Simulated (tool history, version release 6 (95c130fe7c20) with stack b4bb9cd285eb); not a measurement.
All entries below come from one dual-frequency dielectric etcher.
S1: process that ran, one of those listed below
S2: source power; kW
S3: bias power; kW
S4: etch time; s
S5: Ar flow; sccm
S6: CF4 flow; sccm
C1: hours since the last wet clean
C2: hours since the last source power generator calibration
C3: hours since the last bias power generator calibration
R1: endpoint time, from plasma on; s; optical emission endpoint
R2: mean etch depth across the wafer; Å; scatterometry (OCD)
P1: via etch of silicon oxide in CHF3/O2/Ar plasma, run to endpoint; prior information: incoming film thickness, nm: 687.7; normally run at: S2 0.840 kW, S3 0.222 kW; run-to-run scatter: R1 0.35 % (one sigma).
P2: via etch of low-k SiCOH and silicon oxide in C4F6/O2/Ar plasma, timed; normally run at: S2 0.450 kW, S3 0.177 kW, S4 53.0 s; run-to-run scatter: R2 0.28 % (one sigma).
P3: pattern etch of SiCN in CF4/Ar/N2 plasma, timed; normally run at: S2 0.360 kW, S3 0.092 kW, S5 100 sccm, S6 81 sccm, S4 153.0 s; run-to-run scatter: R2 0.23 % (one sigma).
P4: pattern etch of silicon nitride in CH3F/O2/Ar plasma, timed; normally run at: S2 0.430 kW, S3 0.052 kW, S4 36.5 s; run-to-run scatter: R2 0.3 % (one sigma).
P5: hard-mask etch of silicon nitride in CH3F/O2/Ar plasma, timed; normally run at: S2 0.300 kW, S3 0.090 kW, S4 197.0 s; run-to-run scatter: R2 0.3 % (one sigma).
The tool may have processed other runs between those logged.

run 1 hour=7.3 | S1=P1 S2=0.840 S3=0.222 | C1=230.4 C2=688.8 C3=1782.0 | R1=283.32
run 2 hour=19.9 | S1=P4 S2=0.430 S3=0.052 S4=36.5 | C1=243.0 C2=701.4 C3=1794.6 | R2=233.99
run 3 hour=25.5 | S1=P1 S2=0.560 S3=0.145 | C1=248.6 C2=707.0 C3=1800.2 | R1=380.07
run 4 hour=34.4 | S1=P1 S2=0.840 S3=0.222 | C1=257.5 C2=715.9 C3=1809.1 | R1=282.55
run 5 hour=43.5 | S1=P5 S2=0.300 S3=0.090 S4=197.0 | C1=266.6 C2=725.0 C3=1818.2 | R2=1341.30
run 6 hour=51.1 | S1=P1 S2=0.840 S3=0.130 | C1=274.2 C2=732.6 C3=1825.8 | R1=335.32
run 7 hour=57.7 | S1=P4 S2=0.430 S3=0.052 S4=44.5 | C1=280.8 C2=739.2 C3=1832.4 | R2=285.17
run 8 hour=69.1 | S1=P3 S2=0.510 S3=0.092 S4=153.0 S5=100 S6=81 | C1=292.2 C2=750.6 C3=1843.8 | R2=1616.80
run 9 hour=75.8 | S1=P4 S2=0.430 S3=0.037 S4=36.5 | C1=298.9 C2=757.3 C3=1850.5 | R2=211.88
run 10 hour=82.3 | S1=P1 S2=0.840 S3=0.222 | C1=305.4 C2=763.8 C3=1857.0 | R1=281.15
run 11 hour=91.6 | S1=P2 S2=0.280 S3=0.177 S4=53.0 | C1=314.7 C2=773.1 C3=1866.3 | R2=1156.40
run 12 hour=100.8 | S1=P1 S2=0.840 S3=0.315 | C1=323.9 C2=782.3 C3=1875.5 | R1=248.52
run 13 hour=112.2 | S1=P2 S2=0.450 S3=0.177 S4=41.0 | C1=335.3 C2=793.7 C3=1886.9 | R2=1075.40
run 14 hour=123.8 | S1=P5 S2=0.300 S3=0.090 S4=117.0 | C1=346.9 C2=805.3 C3=1898.5 | R2=796.02
run 15 hour=134.5 | S1=P2 S2=0.450 S3=0.107 S4=53.0 | C1=357.6 C2=816.0 C3=1909.2 | R2=1196.00
run 16 hour=142.2 | S1=P3 S2=0.360 S3=0.092 S4=112.5 S5=100 S6=81 | C1=365.3 C2=823.7 C3=1916.9 | R2=870.70
run 17 hour=153.1 | S1=P5 S2=0.420 S3=0.090 S4=197.0 | C1=376.2 C2=834.6 C3=1927.8 | R2=1506.40
run 18 hour=162.1 | S1=P3 S2=0.360 S3=0.092 S4=153.0 S5=100 S6=106 | C1=385.2 C2=843.6 C3=1936.8 | R2=1227.20
run 19 hour=171.1 | S1=P1 S2=1.020 S3=0.267 | C1=394.2 C2=852.6 C3=1945.8 | R1=245.58
run 20 hour=178.6 | S1=P3 S2=0.360 S3=0.092 S4=153.0 S5=129 S6=81 | C1=401.7 C2=860.1 C3=1953.3 | R2=1152.30
run 21 hour=185.3 | S1=P3 S2=0.360 S3=0.128 S4=153.0 S5=100 S6=81 | C1=408.4 C2=866.8 C3=1960.0 | R2=1340.50
run 22 hour=196.6 | S1=P1 S2=0.840 S3=0.222 | C1=419.7 C2=878.1 C3=1971.3 | R1=282.09
run 23 hour=207.6 | S1=P4 S2=0.250 S3=0.052 S4=36.5 | C1=430.7 C2=889.1 C3=1982.3 | R2=189.15
run 24 hour=217.3 | S1=P1 S2=0.560 S3=0.309 | C1=440.4 C2=898.8 C3=1992.0 | R1=289.99
run 25 hour=228.7 | S1=P3 S2=0.360 S3=0.092 S4=153.0 S5=100 S6=81 | C1=451.8 C2=910.2 C3=2003.4 | R2=1193.50
run 26 hour=237.0 | S1=P1 S2=0.840 S3=0.222 | C1=460.1 C2=918.5 C3=2011.7 | R1=281.74
run 27 hour=243.7 | S1=P1 S2=0.840 S3=0.222 | C1=466.8 C2=925.2 C3=2018.4 | R1=281.56
-- hour=255.2 wet clean of the chamber
run 28 hour=255.3 | S1=P1 S2=1.160 S3=0.222 | C1=0.1 C2=936.8 C3=2030.0 | R1=248.59
run 29 hour=266.9 | S1=P4 S2=0.430 S3=0.052 S4=36.5 | C1=11.7 C2=948.4 C3=2041.6 | R2=233.94
run 30 hour=279.3 | S1=P1 S2=0.840 S3=0.222 | C1=24.1 C2=960.8 C3=2054.0 | R1=279.56
run 31 hour=290.5 | S1=P2 S2=0.450 S3=0.177 S4=53.0 | C1=35.3 C2=972.0 C3=2065.2 | R2=1387.60
run 32 hour=298.1 | S1=P1 S2=0.640 S3=0.222 | C1=42.9 C2=979.6 C3=2072.8 | R1=313.33
run 33 hour=303.8 | S1=P5 S2=0.300 S3=0.107 S4=197.0 | C1=48.6 C2=985.3 C3=2078.5 | R2=1429.90
run 34 hour=314.7 | S1=P1 S2=0.840 S3=0.222 | C1=59.5 C2=996.2 C3=2089.4 | R1=280.98
run 35 hour=326.9 | S1=P1 S2=0.840 S3=0.222 | C1=71.7 C2=1008.4 C3=2101.6 | R1=284.54
run 36 hour=337.6 | S1=P1 S2=0.840 S3=0.222 | C1=82.4 C2=1019.1 C3=2112.3 | R1=285.24
run 37 hour=350.3 | S1=P1 S2=0.840 S3=0.222 | C1=95.1 C2=1031.8 C3=2125.0 | R1=286.31
-- hour=355.9 wet clean of the chamber
run 38 hour=356.2 | S1=P1 S2=0.840 S3=0.222 | C1=0.3 C2=1037.7 C3=2130.9 | R1=286.65
run 39 hour=363.8 | S1=P1 S2=0.840 S3=0.222 | C1=7.9 C2=1045.3 C3=2138.5 | R1=287.28
run 40 hour=372.0 | S1=P1 S2=0.840 S3=0.222 | C1=16.1 C2=1053.5 C3=2146.7 | R1=287.92
run 41 hour=380.7 | S1=P1 S2=0.840 S3=0.222 | C1=24.8 C2=1062.2 C3=2155.4 | R1=287.67
run 42 hour=389.7 | S1=P1 S2=0.840 S3=0.222 | C1=33.8 C2=1071.2 C3=2164.4 | R1=286.85
run 43 hour=396.8 | S1=P1 S2=0.840 S3=0.222 | C1=40.9 C2=1078.3 C3=2171.5 | R1=286.24
run 44 hour=404.9 | S1=P1 S2=0.840 S3=0.222 | C1=49.0 C2=1086.4 C3=2179.6 | R1=286.13
run 45 hour=414.0 | S1=P1 S2=0.840 S3=0.222 | C1=58.1 C2=1095.5 C3=2188.7 | R1=287.84

Something has made what P1 gives creep away from where it was; the 2 causes below, each at its own stated size, fit the log equally well:
A: source power that arrives under what is set, % = 4.44
B: bias power that arrives under what is set, % = 4.95
The onset of the drift is placed at about hour 314.7.
Why every other cause is out:
chamber walls in a state that lowers the etch rate, %: serviced after onset, at hour 355.9, with no recovery of the prior output

Each of the 4 check runs below uses one wafer; its results are left as question marks. Which run tells the causes apart?
run check 1 hour=423.1 | S1=P3 S2=0.500 S3=0.092 S4=153.0 S5=100 S6=81 | R2=?
run check 2 hour=423.1 | S1=P5 S2=0.400 S3=0.090 S4=141.0 | R2=?
run check 3 hour=423.1 | S1=P4 S2=0.290 S3=0.039 S4=36.5 | R2=?
run check 4 hour=423.1 | S1=P2 S2=0.450 S3=0.107 S4=43.5 | R2=?

Check results expected under each cause:
check=check_1 result=R2 if_A=1524.20 if_B=1557.90
check=check_2 result=R2 if_A=1048.70 if_B=1047.50
check=check_3 result=R2 if_A=180.72 if_B=181.20
check=check_4 result=R2 if_A=966.34 if_B=970.66
Gap, in per cent, between the two causes that each check separates least, read from the result that separates them most: check 1 2.19 %; check 2 0.12 %; check 3 0.27 %; check 4 0.45 %
Only check 1 tells the causes apart: in the others they would give nearly the same result.

Here is what check 1 returned: R2 1523.50 Å. Which cause is it?

It is A: source power that arrives under what is set, %.
